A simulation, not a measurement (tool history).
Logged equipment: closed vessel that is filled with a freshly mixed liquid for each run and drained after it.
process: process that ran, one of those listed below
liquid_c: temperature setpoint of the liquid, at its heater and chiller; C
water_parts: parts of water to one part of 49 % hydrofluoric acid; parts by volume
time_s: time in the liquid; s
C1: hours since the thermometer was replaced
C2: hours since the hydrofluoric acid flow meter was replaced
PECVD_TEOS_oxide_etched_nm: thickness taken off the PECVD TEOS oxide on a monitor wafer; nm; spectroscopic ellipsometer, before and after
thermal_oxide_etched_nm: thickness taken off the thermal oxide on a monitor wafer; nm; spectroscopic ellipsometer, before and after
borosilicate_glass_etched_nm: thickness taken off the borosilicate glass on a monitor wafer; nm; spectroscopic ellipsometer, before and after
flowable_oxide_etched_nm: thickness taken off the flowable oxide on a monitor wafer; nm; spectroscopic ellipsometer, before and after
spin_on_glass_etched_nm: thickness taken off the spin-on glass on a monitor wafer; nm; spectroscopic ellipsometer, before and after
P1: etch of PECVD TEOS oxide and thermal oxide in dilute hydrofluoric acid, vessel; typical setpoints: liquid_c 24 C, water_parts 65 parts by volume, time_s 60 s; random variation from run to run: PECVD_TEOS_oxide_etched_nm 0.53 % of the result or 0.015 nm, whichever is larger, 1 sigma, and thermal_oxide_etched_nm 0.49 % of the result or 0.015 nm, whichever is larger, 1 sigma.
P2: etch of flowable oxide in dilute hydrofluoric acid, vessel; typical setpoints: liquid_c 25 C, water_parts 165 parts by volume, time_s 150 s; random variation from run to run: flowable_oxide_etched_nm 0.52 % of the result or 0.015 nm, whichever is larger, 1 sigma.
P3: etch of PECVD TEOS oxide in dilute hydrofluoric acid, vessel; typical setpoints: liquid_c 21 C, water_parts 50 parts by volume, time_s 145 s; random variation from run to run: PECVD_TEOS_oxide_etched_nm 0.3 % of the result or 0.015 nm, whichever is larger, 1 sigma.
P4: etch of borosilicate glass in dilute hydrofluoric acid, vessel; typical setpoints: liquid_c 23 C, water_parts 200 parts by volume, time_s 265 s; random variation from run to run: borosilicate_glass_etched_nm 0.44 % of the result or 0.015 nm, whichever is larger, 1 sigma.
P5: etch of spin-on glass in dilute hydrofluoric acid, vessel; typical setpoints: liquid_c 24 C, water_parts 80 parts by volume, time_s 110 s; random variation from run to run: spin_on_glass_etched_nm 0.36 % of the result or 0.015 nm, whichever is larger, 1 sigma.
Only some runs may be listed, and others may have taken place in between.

run 1 hour=6.8 | process=P1 liquid_c=24 water_parts=65 time_s=60 | C1=861.7 C2=662.5 | PECVD_TEOS_oxide_etched_nm=13.386 thermal_oxide_etched_nm=4.7319
run 2 hour=13 | process=P4 liquid_c=23 water_parts=200 time_s=265 | C1=867.9 C2=668.7 | borosilicate_glass_etched_nm=37.641
run 3 hour=18.2 | process=P3 liquid_c=21 water_parts=50 time_s=145 | C1=873.1 C2=673.9 | PECVD_TEOS_oxide_etched_nm=27.488
run 4 hour=22.3 | process=P1 liquid_c=24 water_parts=65 time_s=60 | C1=877.2 C2=678 | PECVD_TEOS_oxide_etched_nm=13.471 thermal_oxide_etched_nm=4.7458
run 5 hour=30.5 | process=P1 liquid_c=24 water_parts=65 time_s=60 | C1=885.4 C2=686.2 | PECVD_TEOS_oxide_etched_nm=13.412 thermal_oxide_etched_nm=4.7135
run 6 hour=37 | process=P2 liquid_c=33 water_parts=165 time_s=150 | C1=891.9 C2=692.7 | flowable_oxide_etched_nm=38.398
run 7 hour=41.4 | process=P1 liquid_c=24 water_parts=65 time_s=60 | C1=896.3 C2=697.1 | PECVD_TEOS_oxide_etched_nm=13.366 thermal_oxide_etched_nm=4.75
run 8 hour=48.4 | process=P1 liquid_c=24 water_parts=40 time_s=30 | C1=903.3 C2=704.1 | PECVD_TEOS_oxide_etched_nm=11.147 thermal_oxide_etched_nm=4.0179
run 9 hour=55.1 | process=P4 liquid_c=23 water_parts=360 time_s=265 | C1=910 C2=710.8 | borosilicate_glass_etched_nm=17.856
run 10 hour=63 | process=P5 liquid_c=24 water_parts=80 time_s=215 | C1=917.9 C2=718.7 | spin_on_glass_etched_nm=100.49
run 11 hour=69.5 | process=P1 liquid_c=24 water_parts=65 time_s=110 | C1=924.4 C2=725.2 | PECVD_TEOS_oxide_etched_nm=24.463 thermal_oxide_etched_nm=8.7559
run 12 hour=76.3 | process=P5 liquid_c=24 water_parts=80 time_s=110 | C1=931.2 C2=732 | spin_on_glass_etched_nm=51.548
run 13 hour=82.4 | process=P3 liquid_c=26 water_parts=50 time_s=145 | C1=937.3 C2=738.1 | PECVD_TEOS_oxide_etched_nm=33.718
run 14 hour=87.8 | process=P1 liquid_c=24 water_parts=35 time_s=60 | C1=942.7 C2=743.5 | PECVD_TEOS_oxide_etched_nm=25.825 thermal_oxide_etched_nm=9.2486
run 15 hour=92.2 | process=P3 liquid_c=21 water_parts=50 time_s=230 | C1=947.1 C2=747.9 | PECVD_TEOS_oxide_etched_nm=43.405
run 16 hour=98.8 | process=P4 liquid_c=23 water_parts=200 time_s=100 | C1=953.7 C2=754.5 | borosilicate_glass_etched_nm=14.043
run 17 hour=103.8 | process=P5 liquid_c=24 water_parts=140 time_s=110 | C1=958.7 C2=759.5 | spin_on_glass_etched_nm=27.422
run 18 hour=108.5 | process=P2 liquid_c=25 water_parts=165 time_s=150 | C1=963.4 C2=764.2 | flowable_oxide_etched_nm=28.579
run 19 hour=113.7 | process=P3 liquid_c=21 water_parts=75 time_s=145 | C1=968.6 C2=769.4 | PECVD_TEOS_oxide_etched_nm=17.811
run 20 hour=118 | process=P2 liquid_c=25 water_parts=165 time_s=150 | C1=972.9 C2=773.7 | flowable_oxide_etched_nm=28.835
run 21 hour=123.4 | process=P1 liquid_c=27.5 water_parts=65 time_s=60 | C1=978.3 C2=779.1 | PECVD_TEOS_oxide_etched_nm=15.428 thermal_oxide_etched_nm=5.4842
run 22 hour=130.2 | process=P1 liquid_c=20 water_parts=65 time_s=60 | C1=985.1 C2=785.9 | PECVD_TEOS_oxide_etched_nm=11.314 thermal_oxide_etched_nm=4.0174
run 23 hour=137.7 | process=P1 liquid_c=31 water_parts=65 time_s=100 | C1=992.6 C2=793.4 | PECVD_TEOS_oxide_etched_nm=29.462 thermal_oxide_etched_nm=10.41
run 24 hour=144.9 | process=P2 liquid_c=25 water_parts=165 time_s=270 | C1=999.8 C2=800.6 | flowable_oxide_etched_nm=51.749
run 25 hour=148.6 | process=P1 liquid_c=20.5 water_parts=95 time_s=60 | C1=1003.5 C2=804.3 | PECVD_TEOS_oxide_etched_nm=7.6525 thermal_oxide_etched_nm=2.7433
run 26 hour=153.8 | process=P5 liquid_c=24 water_parts=80 time_s=110 | C1=1008.7 C2=809.5 | spin_on_glass_etched_nm=51.46
run 27 hour=160.8 | process=P1 liquid_c=24 water_parts=95 time_s=60 | C1=1015.7 C2=816.5 | PECVD_TEOS_oxide_etched_nm=8.8375 thermal_oxide_etched_nm=3.1168
run 28 hour=168.9 | process=P1 liquid_c=24 water_parts=65 time_s=60 | C1=1023.8 C2=824.6 | PECVD_TEOS_oxide_etched_nm=13.344 thermal_oxide_etched_nm=4.7315
run 29 hour=172.5 | process=P1 liquid_c=24 water_parts=65 time_s=30 | C1=1027.4 C2=828.2 | PECVD_TEOS_oxide_etched_nm=6.6646 thermal_oxide_etched_nm=2.3741

What will run 30 give?
run 30 hour=177.6 | process=P4 liquid_c=17 water_parts=200 time_s=265 | C1=1032.5 C2=833.3 | borosilicate_glass_etched_nm=?

borosilicate_glass_etched_nm: 29.544 nm
